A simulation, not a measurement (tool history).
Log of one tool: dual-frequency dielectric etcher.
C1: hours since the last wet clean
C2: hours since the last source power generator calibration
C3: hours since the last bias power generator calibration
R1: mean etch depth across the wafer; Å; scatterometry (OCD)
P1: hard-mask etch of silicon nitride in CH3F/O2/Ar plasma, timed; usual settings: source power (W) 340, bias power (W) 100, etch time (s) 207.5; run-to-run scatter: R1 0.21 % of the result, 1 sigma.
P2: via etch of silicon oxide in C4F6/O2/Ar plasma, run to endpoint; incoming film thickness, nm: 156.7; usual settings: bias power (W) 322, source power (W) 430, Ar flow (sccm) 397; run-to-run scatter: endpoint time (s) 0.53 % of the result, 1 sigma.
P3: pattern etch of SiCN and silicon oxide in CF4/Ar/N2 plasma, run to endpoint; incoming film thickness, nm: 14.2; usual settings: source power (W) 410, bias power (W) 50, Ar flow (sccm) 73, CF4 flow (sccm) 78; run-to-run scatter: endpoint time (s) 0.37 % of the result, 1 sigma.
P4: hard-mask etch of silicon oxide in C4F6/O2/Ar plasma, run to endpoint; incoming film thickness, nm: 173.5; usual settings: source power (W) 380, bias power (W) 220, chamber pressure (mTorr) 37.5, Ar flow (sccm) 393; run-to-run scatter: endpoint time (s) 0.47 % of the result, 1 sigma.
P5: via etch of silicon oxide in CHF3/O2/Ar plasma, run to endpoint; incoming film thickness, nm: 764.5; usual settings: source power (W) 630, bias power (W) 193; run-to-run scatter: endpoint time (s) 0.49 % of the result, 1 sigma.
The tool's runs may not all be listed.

run 1 hour=2.7 | process_that_ran=P1 source_power_(W)=340 bias_power_(W)=100 etch_time_(s)=207.5 | C1=224.2 C2=3075.9 C3=1919 | R1=1588.6
run 2 hour=4.7 | process_that_ran=P4 source_power_(W)=380 bias_power_(W)=220 chamber_pressure_(mTorr)=37.5 Ar_flow_(sccm)=393 | C1=226.2 C2=3077.9 C3=1921 | endpoint_time_(s)=53.68
run 3 hour=7 | process_that_ran=P3 source_power_(W)=410 bias_power_(W)=50 Ar_flow_(sccm)=73 CF4_flow_(sccm)=78 | C1=228.5 C2=3080.2 C3=1923.3 | endpoint_time_(s)=19.4
run 4 hour=10.1 | process_that_ran=P3 source_power_(W)=410 bias_power_(W)=50 Ar_flow_(sccm)=91 CF4_flow_(sccm)=78 | C1=231.6 C2=3083.3 C3=1926.4 | endpoint_time_(s)=20.132
run 5 hour=12.1 | process_that_ran=P5 source_power_(W)=630 bias_power_(W)=193 | C1=233.6 C2=3085.3 C3=1928.4 | endpoint_time_(s)=391.33
run 6 hour=14.4 | process_that_ran=P1 source_power_(W)=340 bias_power_(W)=100 etch_time_(s)=207.5 | C1=235.9 C2=3087.6 C3=1930.7 | R1=1595.4
run 7 hour=17.4 | process_that_ran=P1 source_power_(W)=340 bias_power_(W)=100 etch_time_(s)=151.5 | C1=238.9 C2=3090.6 C3=1933.7 | R1=1157.7
run 8 hour=21.6 | process_that_ran=P3 source_power_(W)=410 bias_power_(W)=50 Ar_flow_(sccm)=73 CF4_flow_(sccm)=95 | C1=243.1 C2=3094.8 C3=1937.9 | endpoint_time_(s)=19.03
-- hour=23 source power generator calibrated
run 9 hour=25.8 | process_that_ran=P3 source_power_(W)=410 bias_power_(W)=33 Ar_flow_(sccm)=73 CF4_flow_(sccm)=78 | C1=247.3 C2=2.8 C3=1942.1 | endpoint_time_(s)=22.022
run 10 hour=28.6 | process_that_ran=P1 source_power_(W)=340 bias_power_(W)=67 etch_time_(s)=207.5 | C1=250.1 C2=5.6 C3=1944.9 | R1=1375.5
run 11 hour=32 | process_that_ran=P2 source_power_(W)=540 bias_power_(W)=322 Ar_flow_(sccm)=397 | C1=253.5 C2=9 C3=1948.3 | endpoint_time_(s)=37.531
run 12 hour=34.9 | process_that_ran=P5 source_power_(W)=880 bias_power_(W)=193 | C1=256.4 C2=11.9 C3=1951.2 | endpoint_time_(s)=344.71
run 13 hour=37.3 | process_that_ran=P2 source_power_(W)=430 bias_power_(W)=199 Ar_flow_(sccm)=397 | C1=258.8 C2=14.3 C3=1953.6 | endpoint_time_(s)=47.894
run 14 hour=41.5 | process_that_ran=P3 source_power_(W)=410 bias_power_(W)=50 Ar_flow_(sccm)=73 CF4_flow_(sccm)=78 | C1=263 C2=18.5 C3=1957.8 | endpoint_time_(s)=19.514
run 15 hour=44.9 | process_that_ran=P4 source_power_(W)=380 bias_power_(W)=129 chamber_pressure_(mTorr)=37.5 Ar_flow_(sccm)=393 | C1=266.4 C2=21.9 C3=1961.2 | endpoint_time_(s)=64.315
run 16 hour=48.7 | process_that_ran=P4 source_power_(W)=380 bias_power_(W)=220 chamber_pressure_(mTorr)=49 Ar_flow_(sccm)=393 | C1=270.2 C2=25.7 C3=1965 | endpoint_time_(s)=55.387
run 17 hour=51 | process_that_ran=P4 source_power_(W)=380 bias_power_(W)=220 chamber_pressure_(mTorr)=37.5 Ar_flow_(sccm)=252 | C1=272.5 C2=28 C3=1967.3 | endpoint_time_(s)=51.577
run 18 hour=54.2 | process_that_ran=P4 source_power_(W)=280 bias_power_(W)=220 chamber_pressure_(mTorr)=37.5 Ar_flow_(sccm)=393 | C1=275.7 C2=31.2 C3=1970.5 | endpoint_time_(s)=60.652
run 19 hour=57.7 | process_that_ran=P1 source_power_(W)=340 bias_power_(W)=118 etch_time_(s)=207.5 | C1=279.2 C2=34.7 C3=1974 | R1=1695.7
run 20 hour=60.4 | process_that_ran=P1 source_power_(W)=270 bias_power_(W)=100 etch_time_(s)=207.5 | C1=281.9 C2=37.4 C3=1976.7 | R1=1462.9
run 21 hour=64.6 | process_that_ran=P1 source_power_(W)=340 bias_power_(W)=100 etch_time_(s)=207.5 | C1=286.1 C2=41.6 C3=1980.9 | R1=1584.4
run 22 hour=68.2 | process_that_ran=P1 source_power_(W)=230 bias_power_(W)=77 etch_time_(s)=207.5 | C1=289.7 C2=45.2 C3=1984.5 | R1=1252.8
run 23 hour=70.8 | process_that_ran=P2 source_power_(W)=430 bias_power_(W)=322 Ar_flow_(sccm)=397 | C1=292.3 C2=47.8 C3=1987.1 | endpoint_time_(s)=40.93
run 24 hour=73.6 | process_that_ran=P1 source_power_(W)=340 bias_power_(W)=100 etch_time_(s)=207.5 | C1=295.1 C2=50.6 C3=1989.9 | R1=1586.5
-- hour=74.2 wet clean of the chamber
run 25 hour=76.7 | process_that_ran=P5 source_power_(W)=630 bias_power_(W)=193 | C1=2.5 C2=53.7 C3=1993 | endpoint_time_(s)=388.58
run 26 hour=78.8 | process_that_ran=P2 source_power_(W)=430 bias_power_(W)=322 Ar_flow_(sccm)=282 | C1=4.6 C2=55.8 C3=1995.1 | endpoint_time_(s)=39.465
run 27 hour=81.9 | process_that_ran=P1 source_power_(W)=340 bias_power_(W)=100 etch_time_(s)=305.5 | C1=7.7 C2=58.9 C3=1998.2 | R1=2345.6
run 28 hour=85.6 | process_that_ran=P3 source_power_(W)=260 bias_power_(W)=50 Ar_flow_(sccm)=73 CF4_flow_(sccm)=78 | C1=11.4 C2=62.6 C3=2001.9 | endpoint_time_(s)=29.159
run 29 hour=89.3 | process_that_ran=P5 source_power_(W)=630 bias_power_(W)=126 | C1=15.1 C2=66.3 C3=2005.6 | endpoint_time_(s)=450.69
run 30 hour=92.7 | process_that_ran=P1 source_power_(W)=430 bias_power_(W)=100 etch_time_(s)=207.5 | C1=18.5 C2=69.7 C3=2009 | R1=1737.6
run 31 hour=96 | process_that_ran=P1 source_power_(W)=340 bias_power_(W)=100 etch_time_(s)=207.5 | C1=21.8 C2=73 C3=2012.3 | R1=1590.1
run 32 hour=99.4 | process_that_ran=P1 source_power_(W)=340 bias_power_(W)=100 etch_time_(s)=207.5 | C1=25.2 C2=76.4 C3=2015.7 | R1=1586.7
run 33 hour=103.1 | process_that_ran=P1 source_power_(W)=340 bias_power_(W)=100 etch_time_(s)=207.5 | C1=28.9 C2=80.1 C3=2019.4 | R1=1575.3
run 34 hour=107.5 | process_that_ran=P1 source_power_(W)=340 bias_power_(W)=100 etch_time_(s)=207.5 | C1=33.3 C2=84.5 C3=2023.8 | R1=1568.1
-- hour=109.2 wet clean of the chamber
run 35 hour=110 | process_that_ran=P1 source_power_(W)=340 bias_power_(W)=100 etch_time_(s)=207.5 | C1=0.8 C2=87 C3=2026.3 | R1=1567.9
run 36 hour=112.6 | process_that_ran=P1 source_power_(W)=340 bias_power_(W)=100 etch_time_(s)=207.5 | C1=3.4 C2=89.6 C3=2028.9 | R1=1566.3
run 37 hour=116 | process_that_ran=P1 source_power_(W)=340 bias_power_(W)=100 etch_time_(s)=207.5 | C1=6.8 C2=93 C3=2032.3 | R1=1563.4
run 38 hour=119.3 | process_that_ran=P1 source_power_(W)=340 bias_power_(W)=100 etch_time_(s)=207.5 | C1=10.1 C2=96.3 C3=2035.6 | R1=1569

What P1 gives has crept away from where it was. These 2 causes fit the log equally well, each at the size given:
A: bias power that arrives under what is set, % = 4.36
B: source power that arrives under what is set, % = 4.34
The creep began at about hour 99.4.
Why every other cause is out:
chamber walls in a state that lowers the etch rate, %: serviced at hour 109.2, which brought nothing back

4 check runs are offered, one wafer each, their results left as question marks. Which one tells the causes apart?
run check 1 hour=122.6 | process_that_ran=P2 source_power_(W)=510 bias_power_(W)=322 Ar_flow_(sccm)=397 | endpoint_time_(s)=?
run check 2 hour=122.6 | process_that_ran=P3 source_power_(W)=410 bias_power_(W)=38 Ar_flow_(sccm)=73 CF4_flow_(sccm)=78 | endpoint_time_(s)=?
run check 3 hour=122.6 | process_that_ran=P5 source_power_(W)=630 bias_power_(W)=155 | endpoint_time_(s)=?
run check 4 hour=122.6 | process_that_ran=P4 source_power_(W)=380 bias_power_(W)=141 chamber_pressure_(mTorr)=37.5 Ar_flow_(sccm)=393 | endpoint_time_(s)=?

What each check would give under each cause:
check=check_1 result=endpoint_time_(s) if_A=38.947 if_B=39.007
check=check_2 result=endpoint_time_(s) if_A=21.301 if_B=21.912
check=check_3 result=endpoint_time_(s) if_A=426.42 if_B=427.59
check=check_4 result=endpoint_time_(s) if_A=62.958 if_B=63.225
How far apart the two closest causes lie, in the result that separates them most: check 1 0.15 %; check 2 2.82 %; check 3 0.27 %; check 4 0.42 %
Check 2 tells the causes apart: in the others they would give nearly the same result.

Then check 2 was run and gave: endpoint time (s) 21.895. Which cause is it?

It is B: source power that arrives under what is set, %.

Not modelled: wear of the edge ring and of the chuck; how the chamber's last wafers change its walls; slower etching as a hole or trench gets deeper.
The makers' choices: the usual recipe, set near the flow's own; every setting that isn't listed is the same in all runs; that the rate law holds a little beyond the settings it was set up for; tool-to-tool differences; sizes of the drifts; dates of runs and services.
